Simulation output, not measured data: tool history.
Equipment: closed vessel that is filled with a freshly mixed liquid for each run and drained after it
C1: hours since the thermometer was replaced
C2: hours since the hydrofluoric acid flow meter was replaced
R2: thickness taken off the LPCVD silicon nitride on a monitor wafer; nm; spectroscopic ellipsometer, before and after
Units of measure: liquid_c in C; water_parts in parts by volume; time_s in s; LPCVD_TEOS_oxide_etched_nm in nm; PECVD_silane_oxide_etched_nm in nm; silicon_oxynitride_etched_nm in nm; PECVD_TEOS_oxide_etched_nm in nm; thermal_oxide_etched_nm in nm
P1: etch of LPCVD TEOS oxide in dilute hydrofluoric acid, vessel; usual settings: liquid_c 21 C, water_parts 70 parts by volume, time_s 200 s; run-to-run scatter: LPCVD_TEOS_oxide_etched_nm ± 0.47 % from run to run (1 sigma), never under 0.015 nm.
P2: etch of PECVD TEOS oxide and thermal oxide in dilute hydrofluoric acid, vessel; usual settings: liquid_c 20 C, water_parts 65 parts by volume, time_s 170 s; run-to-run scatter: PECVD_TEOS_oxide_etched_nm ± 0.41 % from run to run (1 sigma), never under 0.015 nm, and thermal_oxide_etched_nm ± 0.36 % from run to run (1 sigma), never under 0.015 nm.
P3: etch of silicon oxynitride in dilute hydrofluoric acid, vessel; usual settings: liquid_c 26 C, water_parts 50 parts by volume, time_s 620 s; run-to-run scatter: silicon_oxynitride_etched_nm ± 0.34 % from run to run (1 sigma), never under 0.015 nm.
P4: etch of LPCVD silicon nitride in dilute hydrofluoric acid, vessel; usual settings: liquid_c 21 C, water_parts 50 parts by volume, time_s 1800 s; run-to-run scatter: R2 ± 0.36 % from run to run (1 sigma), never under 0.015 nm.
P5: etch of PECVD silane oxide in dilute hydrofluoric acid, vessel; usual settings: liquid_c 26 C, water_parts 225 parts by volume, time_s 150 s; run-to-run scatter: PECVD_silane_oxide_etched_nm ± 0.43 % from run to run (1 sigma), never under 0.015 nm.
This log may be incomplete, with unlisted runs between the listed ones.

{"run": 1, "hour": 13.2, "process": "P1", "liquid_c": 21, "water_parts": 70, "time_s": 200, "C1": 1791.5, "C2": 802.6, "LPCVD_TEOS_oxide_etched_nm": 43.703}
{"run": 2, "hour": 20.5, "process": "P1", "liquid_c": 21, "water_parts": 70, "time_s": 200, "C1": 1798.8, "C2": 809.9, "LPCVD_TEOS_oxide_etched_nm": 44.033}
{"run": 3, "hour": 29.5, "process": "P4", "liquid_c": 17, "water_parts": 50, "time_s": 1800, "C1": 1807.8, "C2": 818.9, "R2": 10.557}
{"run": 4, "hour": 35.7, "process": "P1", "liquid_c": 21, "water_parts": 70, "time_s": 390, "C1": 1814, "C2": 825.1, "LPCVD_TEOS_oxide_etched_nm": 85.441}
{"run": 5, "hour": 49.5, "process": "P5", "liquid_c": 26, "water_parts": 225, "time_s": 150, "C1": 1827.8, "C2": 838.9, "PECVD_silane_oxide_etched_nm": 14.897}
{"run": 6, "hour": 59.9, "process": "P4", "liquid_c": 21, "water_parts": 20, "time_s": 1800, "C1": 1838.2, "C2": 849.3, "R2": 33.812}
{"run": 7, "hour": 66.6, "process": "P1", "liquid_c": 21, "water_parts": 30, "time_s": 200, "C1": 1844.9, "C2": 856, "LPCVD_TEOS_oxide_etched_nm": 107.77}
{"run": 8, "hour": 75.4, "process": "P5", "liquid_c": 26, "water_parts": 130, "time_s": 150, "C1": 1853.7, "C2": 864.8, "PECVD_silane_oxide_etched_nm": 28.519}
{"run": 9, "hour": 85.5, "process": "P3", "liquid_c": 34, "water_parts": 50, "time_s": 620, "C1": 1863.8, "C2": 874.9, "silicon_oxynitride_etched_nm": 59.032}
{"run": 10, "hour": 92.2, "process": "P1", "liquid_c": 28, "water_parts": 70, "time_s": 200, "C1": 1870.5, "C2": 881.6, "LPCVD_TEOS_oxide_etched_nm": 58.057}
{"run": 11, "hour": 103.9, "process": "P4", "liquid_c": 21, "water_parts": 50, "time_s": 3565, "C1": 1882.2, "C2": 893.3, "R2": 27.663}
{"run": 12, "hour": 114.2, "process": "P2", "liquid_c": 20, "water_parts": 65, "time_s": 320, "C1": 1892.5, "C2": 903.6, "PECVD_TEOS_oxide_etched_nm": 37.696, "thermal_oxide_etched_nm": 21.564}
{"run": 13, "hour": 120.8, "process": "P2", "liquid_c": 20, "water_parts": 115, "time_s": 170, "C1": 1899.1, "C2": 910.2, "PECVD_TEOS_oxide_etched_nm": 10.658, "thermal_oxide_etched_nm": 6.0717}
{"run": 14, "hour": 128.7, "process": "P1", "liquid_c": 21, "water_parts": 125, "time_s": 200, "C1": 1907, "C2": 918.1, "LPCVD_TEOS_oxide_etched_nm": 23.074}
{"run": 15, "hour": 139.9, "process": "P2", "liquid_c": 20, "water_parts": 65, "time_s": 170, "C1": 1918.2, "C2": 929.3, "PECVD_TEOS_oxide_etched_nm": 20.058, "thermal_oxide_etched_nm": 11.412}
{"run": 16, "hour": 152.5, "process": "P5", "liquid_c": 18.5, "water_parts": 225, "time_s": 150, "C1": 1930.8, "C2": 941.9, "PECVD_silane_oxide_etched_nm": 11.182}
{"hour": 154.8, "done": "thermometer replaced"}
{"run": 17, "hour": 166.3, "process": "P1", "liquid_c": 17, "water_parts": 100, "time_s": 200, "C1": 11.6, "C2": 955.7, "LPCVD_TEOS_oxide_etched_nm": 25.066}
{"run": 18, "hour": 174.4, "process": "P1", "liquid_c": 17, "water_parts": 70, "time_s": 200, "C1": 19.7, "C2": 963.8, "LPCVD_TEOS_oxide_etched_nm": 37.398}
{"run": 19, "hour": 183.8, "process": "P1", "liquid_c": 21, "water_parts": 70, "time_s": 95, "C1": 29.1, "C2": 973.2, "LPCVD_TEOS_oxide_etched_nm": 20.774}
{"run": 20, "hour": 195.2, "process": "P1", "liquid_c": 21, "water_parts": 70, "time_s": 200, "C1": 40.5, "C2": 984.6, "LPCVD_TEOS_oxide_etched_nm": 43.888}
{"run": 21, "hour": 206.5, "process": "P2", "liquid_c": 20, "water_parts": 65, "time_s": 170, "C1": 51.8, "C2": 995.9, "PECVD_TEOS_oxide_etched_nm": 20, "thermal_oxide_etched_nm": 11.506}
{"run": 22, "hour": 213.3, "process": "P4", "liquid_c": 21, "water_parts": 50, "time_s": 1800, "C1": 58.6, "C2": 1002.7, "R2": 13.94}
{"run": 23, "hour": 226.6, "process": "P1", "liquid_c": 21, "water_parts": 70, "time_s": 200, "C1": 71.9, "C2": 1016, "LPCVD_TEOS_oxide_etched_nm": 43.697}
{"run": 24, "hour": 235.1, "process": "P3", "liquid_c": 26, "water_parts": 50, "time_s": 620, "C1": 80.4, "C2": 1024.5, "silicon_oxynitride_etched_nm": 40.749}
{"run": 25, "hour": 248.0, "process": "P2", "liquid_c": 17, "water_parts": 65, "time_s": 170, "C1": 93.3, "C2": 1037.4, "PECVD_TEOS_oxide_etched_nm": 17.651, "thermal_oxide_etched_nm": 10.082}
{"run": 26, "hour": 254.2, "process": "P3", "liquid_c": 26, "water_parts": 50, "time_s": 80, "C1": 99.5, "C2": 1043.6, "silicon_oxynitride_etched_nm": 5.3107}
{"run": 27, "hour": 266.3, "process": "P5", "liquid_c": 26, "water_parts": 225, "time_s": 30, "C1": 111.6, "C2": 1055.7, "PECVD_silane_oxide_etched_nm": 2.9552}
{"run": 28, "hour": 273.4, "process": "P3", "liquid_c": 26, "water_parts": 90, "time_s": 620, "C1": 118.7, "C2": 1062.8, "silicon_oxynitride_etched_nm": 21.844}
{"run": 29, "hour": 279.6, "process": "P1", "liquid_c": 21, "water_parts": 70, "time_s": 200, "C1": 124.9, "C2": 1069, "LPCVD_TEOS_oxide_etched_nm": 43.874}
{"run": 30, "hour": 289.4, "process": "P1", "liquid_c": 21, "water_parts": 70, "time_s": 200, "C1": 134.7, "C2": 1078.8, "LPCVD_TEOS_oxide_etched_nm": 42.502}
{"run": 31, "hour": 303.2, "process": "P1", "liquid_c": 21, "water_parts": 70, "time_s": 200, "C1": 148.5, "C2": 1092.6, "LPCVD_TEOS_oxide_etched_nm": 41.407}
{"run": 32, "hour": 309.4, "process": "P1", "liquid_c": 21, "water_parts": 70, "time_s": 200, "C1": 154.7, "C2": 1098.8, "LPCVD_TEOS_oxide_etched_nm": 41.367}
{"run": 33, "hour": 320.5, "process": "P1", "liquid_c": 21, "water_parts": 70, "time_s": 200, "C1": 165.8, "C2": 1109.9, "LPCVD_TEOS_oxide_etched_nm": 41.34}
{"run": 34, "hour": 330.9, "process": "P1", "liquid_c": 21, "water_parts": 70, "time_s": 200, "C1": 176.2, "C2": 1120.3, "LPCVD_TEOS_oxide_etched_nm": 41.212}
{"run": 35, "hour": 342.0, "process": "P1", "liquid_c": 21, "water_parts": 70, "time_s": 200, "C1": 187.3, "C2": 1131.4, "LPCVD_TEOS_oxide_etched_nm": 41.151}

What P1 gives has crept off from where it sat before. The 2 causes that follow fit the log equally well, each at the size noted:
A: liquid colder than its thermometer reads (K) = 1.5
B: hydrofluoric acid flow below the setpoint (%) = 5.58
At approximately hour 279.6, the process output began to creep.

Below are 4 check runs, each on a single wafer, with their results shown as question marks. Which of them would tell the listed causes apart, meaning the causes would give clearly different results under it?
{"run": "check 1", "hour": 353.1, "process": "P5", "liquid_c": 19, "water_parts": 225, "time_s": 40, "PECVD_silane_oxide_etched_nm": "?"}
{"run": "check 2", "hour": 353.1, "process": "P4", "liquid_c": 21, "water_parts": 50, "time_s": 2555, "R2": "?"}
{"run": "check 3", "hour": 353.1, "process": "P3", "liquid_c": 33.5, "water_parts": 85, "time_s": 620, "silicon_oxynitride_etched_nm": "?"}
{"run": "check 4", "hour": 353.1, "process": "P2", "liquid_c": 20, "water_parts": 85, "time_s": 170, "PECVD_TEOS_oxide_etched_nm": "?", "thermal_oxide_etched_nm": "?"}

Expected result of each check under each candidate cause:
check=check_1 result=PECVD_silane_oxide_etched_nm if_A=2.8698 if_B=2.8368
check=check_2 result=R2 if_A=17.822 if_B=18.701
check=check_3 result=silicon_oxynitride_etched_nm if_A=30.607 if_B=30.706
check=check_4 result=PECVD_TEOS_oxide_etched_nm if_A=14.076 if_B=14.07
check=check_4 result=thermal_oxide_etched_nm if_A=8.0055 if_B=8.0017
Minimum pairwise separation of causes per check, each pair taken at its best-separating result: check 1 1.16 %; check 2 4.82 %; check 3 0.32 %; check 4 0.05 %
Check 2 is the one run that separates the causes; every other check would come out nearly the same whichever cause is at work.

Check 2 has now been run. It gave: R2 18.565 nm. Which of the candidate causes is it?

Of the candidate causes, it is B: hydrofluoric acid flow below the setpoint (%).
